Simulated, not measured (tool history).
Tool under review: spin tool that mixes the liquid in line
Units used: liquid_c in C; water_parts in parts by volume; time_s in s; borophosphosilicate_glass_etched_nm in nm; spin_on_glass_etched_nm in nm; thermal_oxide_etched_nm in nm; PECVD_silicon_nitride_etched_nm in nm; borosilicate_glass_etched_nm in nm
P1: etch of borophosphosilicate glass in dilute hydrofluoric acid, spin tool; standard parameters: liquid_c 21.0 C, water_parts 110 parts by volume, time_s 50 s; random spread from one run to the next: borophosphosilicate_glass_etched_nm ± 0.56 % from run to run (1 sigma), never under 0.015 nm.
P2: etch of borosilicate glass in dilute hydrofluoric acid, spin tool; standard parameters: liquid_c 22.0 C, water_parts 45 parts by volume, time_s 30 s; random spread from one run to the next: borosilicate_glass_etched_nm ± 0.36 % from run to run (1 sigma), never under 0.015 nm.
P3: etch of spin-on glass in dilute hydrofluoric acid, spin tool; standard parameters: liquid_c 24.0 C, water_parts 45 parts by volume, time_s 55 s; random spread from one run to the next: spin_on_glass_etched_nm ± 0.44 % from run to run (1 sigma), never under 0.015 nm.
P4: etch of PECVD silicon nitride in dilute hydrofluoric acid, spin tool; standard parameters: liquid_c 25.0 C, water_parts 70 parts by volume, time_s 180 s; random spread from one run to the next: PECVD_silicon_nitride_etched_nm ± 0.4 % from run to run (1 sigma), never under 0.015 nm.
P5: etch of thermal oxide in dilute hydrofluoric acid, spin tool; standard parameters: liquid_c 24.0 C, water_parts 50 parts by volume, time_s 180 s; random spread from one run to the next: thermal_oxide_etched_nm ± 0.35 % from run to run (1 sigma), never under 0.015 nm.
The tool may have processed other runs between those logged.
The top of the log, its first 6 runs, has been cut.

| run | hour | process | liquid_c | water_parts | time_s | hours since the thermometer was replaced | hours since the hydrofluoric acid flow meter was replaced | borophosphosilicate_glass_etched_nm | spin_on_glass_etched_nm | thermal_oxide_etched_nm | PECVD_silicon_nitride_etched_nm | borosilicate_glass_etched_nm |
|---|---|---|---|---|---|---|---|---|---|---|---|---|
| 7 | 50.2 | P4 | 25.0 | 70 | 350 | 196.0 | 899.4 |  |  |  | 25.3880 |  |
| 8 | 57.3 | P4 | 25.0 | 30 | 180 | 203.1 | 906.5 |  |  |  | 30.0150 |  |
| 9 | 64.2 | P1 | 21.0 | 110 | 50 | 210.0 | 913.4 | 34.058 |  |  |  |  |
| 10 | 69.7 | P1 | 21.0 | 110 | 50 | 215.5 | 918.9 | 34.480 |  |  |  |  |
| 11 | 75.2 | P2 | 22.0 | 45 | 30 | 221.0 | 924.4 |  |  |  |  | 14.709 |
| 12 | 84.4 | P2 | 22.0 | 45 | 30 | 230.2 | 933.6 |  |  |  |  | 14.595 |
| 13 | 91.1 | P3 | 29.0 | 45 | 55 | 236.9 | 940.3 |  | 56.299 |  |  |  |
| 14 | 96.9 | P1 | 21.0 | 185 | 50 | 242.7 | 946.1 | 18.885 |  |  |  |  |
| 15 | 103.7 | P3 | 24.0 | 45 | 55 | 249.5 | 952.9 |  | 46.100 |  |  |  |
| 16 | 114.8 | P2 | 22.0 | 30 | 30 | 260.6 | 964.0 |  |  |  |  | 22.265 |
| 17 | 122.7 | P4 | 25.0 | 70 | 180 | 268.5 | 971.9 |  |  |  | 13.0530 |  |
| 18 | 133.4 | P5 | 24.0 | 85 | 180 | 279.2 | 982.6 |  |  | 10.147 |  |  |
| 19 | 144.7 | P3 | 24.0 | 45 | 55 | 290.5 | 993.9 |  | 45.648 |  |  |  |
| 20 | 152.6 | P1 | 17.0 | 60 | 50 | 298.4 | 1001.8 | 56.142 |  |  |  |  |
|  | 160.0 | hydrofluoric acid flow meter replaced |
| 21 | 163.2 | P1 | 21.0 | 110 | 90 | 309.0 | 3.2 | 61.334 |  |  |  |  |
| 22 | 174.3 | P5 | 24.0 | 50 | 180 | 320.1 | 14.3 |  |  | 17.966 |  |  |
| 23 | 184.3 | P2 | 22.0 | 45 | 50 | 330.1 | 24.3 |  |  |  |  | 24.546 |
| 24 | 193.4 | P5 | 24.0 | 50 | 180 | 339.2 | 33.4 |  |  | 18.120 |  |  |
| 25 | 204.2 | P1 | 21.0 | 110 | 50 | 350.0 | 44.2 | 34.322 |  |  |  |  |
| 26 | 215.5 | P5 | 19.0 | 50 | 180 | 361.3 | 55.5 |  |  | 14.640 |  |  |
| 27 | 223.6 | P1 | 21.0 | 110 | 50 | 369.4 | 63.6 | 34.752 |  |  |  |  |
| 28 | 230.7 | P2 | 29.5 | 45 | 30 | 376.5 | 70.7 |  |  |  |  | 19.945 |
| 29 | 236.2 | P1 | 21.0 | 110 | 20 | 382.0 | 76.2 | 13.794 |  |  |  |  |
| 30 | 245.0 | P4 | 17.0 | 70 | 180 | 390.8 | 85.0 |  |  |  | 7.5539 |  |

What does the tool deliver on the next run?
| 31 | 253.4 | P1 | 17.0 | 60 | 50 | 399.2 | 93.4 | ? |  |  |  |  |

Run 31 gave borophosphosilicate_glass_etched_nm 56.502 nm.
